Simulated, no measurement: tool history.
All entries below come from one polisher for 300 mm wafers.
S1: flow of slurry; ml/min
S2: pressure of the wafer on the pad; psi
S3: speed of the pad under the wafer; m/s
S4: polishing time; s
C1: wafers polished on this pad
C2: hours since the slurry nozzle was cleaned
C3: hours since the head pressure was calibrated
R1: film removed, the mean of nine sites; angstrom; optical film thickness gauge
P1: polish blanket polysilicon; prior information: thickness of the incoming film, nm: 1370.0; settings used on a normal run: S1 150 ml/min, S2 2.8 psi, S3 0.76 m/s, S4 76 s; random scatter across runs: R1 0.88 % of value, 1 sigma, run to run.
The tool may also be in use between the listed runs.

run,hour,S1,S2,S3,S4,C1,C2,C3,R1
1,10.6,150,2.8,0.76,76,919,327.2,228.3,4566.3
2,21.9,150,3.5,0.76,76,1010,338.5,239.6,5686.2
3,28.5,150,2.8,0.76,76,1063,345.1,246.2,4485.9
4,36.2,150,2.8,0.76,35,1125,352.8,253.9,2086.5
5,45.6,215,2.8,0.44,76,1200,362.2,263.3,2750.3
6,60.2,230,2.8,0.76,76,1318,376.8,277.9,4851.2
7,67.2,150,2.8,1.14,76,1374,383.8,284.9,6828.6
8,74.5,150,2.8,0.76,76,1433,391.1,292.2,4627.3
9,87.0,105,2.8,0.58,76,1533,403.6,304.7,3279.6
10,96.8,150,1.3,0.76,76,1612,413.4,314.5,2100.6
11,111.8,95,2.8,0.76,76,1733,428.4,329.5,4161.2
12,120.6,150,2.8,0.46,76,1804,437.2,338.3,2754.0
13,131.1,150,2.8,0.76,76,1888,447.7,348.8,4554.4
14,138.2,150,2.8,0.76,117,1945,454.8,355.9,6991.7
15,146.6,150,2.8,0.38,102,2013,463.2,364.3,3091.3
16,154.5,150,2.8,0.76,76,2076,471.1,372.2,4602.2
17,166.4,150,2.8,0.76,76,2172,483.0,384.1,4440.5

What will run 18 give?
18,176.5,150,2.8,0.76,76,2253,493.1,394.2,?

{"run 18": {"R1": 4445.6}}
